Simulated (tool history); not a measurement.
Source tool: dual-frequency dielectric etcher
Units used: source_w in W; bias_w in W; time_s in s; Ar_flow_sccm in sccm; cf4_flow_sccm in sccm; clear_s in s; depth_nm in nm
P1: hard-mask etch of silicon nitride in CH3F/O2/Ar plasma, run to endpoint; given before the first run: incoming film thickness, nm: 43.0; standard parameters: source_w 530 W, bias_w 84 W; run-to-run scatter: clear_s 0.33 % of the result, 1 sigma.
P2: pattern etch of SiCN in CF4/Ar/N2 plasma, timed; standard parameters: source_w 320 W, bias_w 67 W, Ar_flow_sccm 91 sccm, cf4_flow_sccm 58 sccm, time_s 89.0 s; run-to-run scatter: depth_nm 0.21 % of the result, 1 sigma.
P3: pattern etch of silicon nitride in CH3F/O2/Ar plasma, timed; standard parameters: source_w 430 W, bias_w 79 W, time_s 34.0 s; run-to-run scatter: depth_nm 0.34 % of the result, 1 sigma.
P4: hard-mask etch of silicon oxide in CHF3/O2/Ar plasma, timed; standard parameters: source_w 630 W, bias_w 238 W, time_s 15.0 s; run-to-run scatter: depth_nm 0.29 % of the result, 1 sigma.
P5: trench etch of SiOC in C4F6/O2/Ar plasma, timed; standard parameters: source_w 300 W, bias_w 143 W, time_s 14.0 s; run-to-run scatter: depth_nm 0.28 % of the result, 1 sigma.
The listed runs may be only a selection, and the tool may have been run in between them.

run	hour	process	source_w	bias_w	time_s	Ar_flow_sccm	cf4_flow_sccm	hours since the last wet clean	hours since the last source power generator calibration	hours since the last bias power generator calibration	clear_s	depth_nm
1	15.7	P1	530	84				434.1	1246.4	2880.4	53.206	
2	29.5	P5	300	143	8.0			447.9	1260.2	2894.2		14.069
3	43.5	P1	530	84				461.9	1274.2	2908.2	52.577	
4	57.1	P5	410	143	14.0			475.5	1287.8	2921.8		27.799
5	66.2	P1	530	101				484.6	1296.9	2930.9	49.661	
6	75.7	P1	530	84				494.1	1306.4	2940.4	52.907	
7	90.1	P4	630	238	9.5			508.5	1320.8	2954.8		21.132
8	101.0	P1	350	54				519.4	1331.7	2965.7	72.032	
9	110.7	P5	300	143	14.0			529.1	1341.4	2975.4		24.548
10	122.0	P2	320	67	89.0	91	75	540.4	1352.7	2986.7		57.248
11	136.0	P2	320	67	112.5	91	58	554.4	1366.7	3000.7		69.746
12	150.9	P2	240	67	89.0	91	58	569.3	1381.6	3015.6		42.864
13	164.1	P4	630	138	15.0			582.5	1394.8	3028.8		27.898
14	178.3	P4	390	238	15.0			596.7	1409.0	3043.0		28.000
15	189.1	P1	530	84				607.5	1419.8	3053.8	52.778	
16	197.4	P3	430	57	34.0			615.8	1428.1	3062.1		22.785
17	208.7	P3	430	79	18.5			627.1	1439.4	3073.4		13.908
18	216.6	P2	320	67	89.0	113	58	635.0	1447.3	3081.3		53.229
19	231.2	P2	320	52	89.0	91	58	649.6	1461.9	3095.9		50.558
20	242.7	P4	630	238	15.0			661.1	1473.4	3107.4		33.270
21	256.4	P3	610	79	34.0			674.8	1487.1	3121.1		29.149
22	272.2	P1	530	84				690.6	1502.9	3136.9	52.849	
23	279.5	P1	530	84				697.9	1510.2	3144.2	52.942	
24	293.4	P1	340	84				711.8	1524.1	3158.1	62.592	
25	302.6	P1	530	84				721.0	1533.3	3167.3	52.975	
26	316.6	P5	300	143	14.0			735.0	1547.3	3181.3		24.445
27	332.8	P3	430	79	34.0			751.2	1563.5	3197.5		25.597
28	339.9	P2	320	67	89.0	91	58	758.3	1570.6	3204.6		55.107
29	355.3	P5	300	87	14.0			773.7	1586.0	3220.0		21.144
30	365.0	P1	530	56				783.4	1595.7	3229.7	60.477	
31	373.9	P1	740	84				792.3	1604.6	3238.6	46.874	
32	390.2	P1	530	84				808.6	1620.9	3254.9	52.879	
33	404.4	P1	530	84				822.8	1635.1	3269.1	52.634	

Run 34 is up next; what results do you expect?
34	415.5	P1	530	84				833.9	1646.2	3280.2	?	

clear_s: 52.301 s
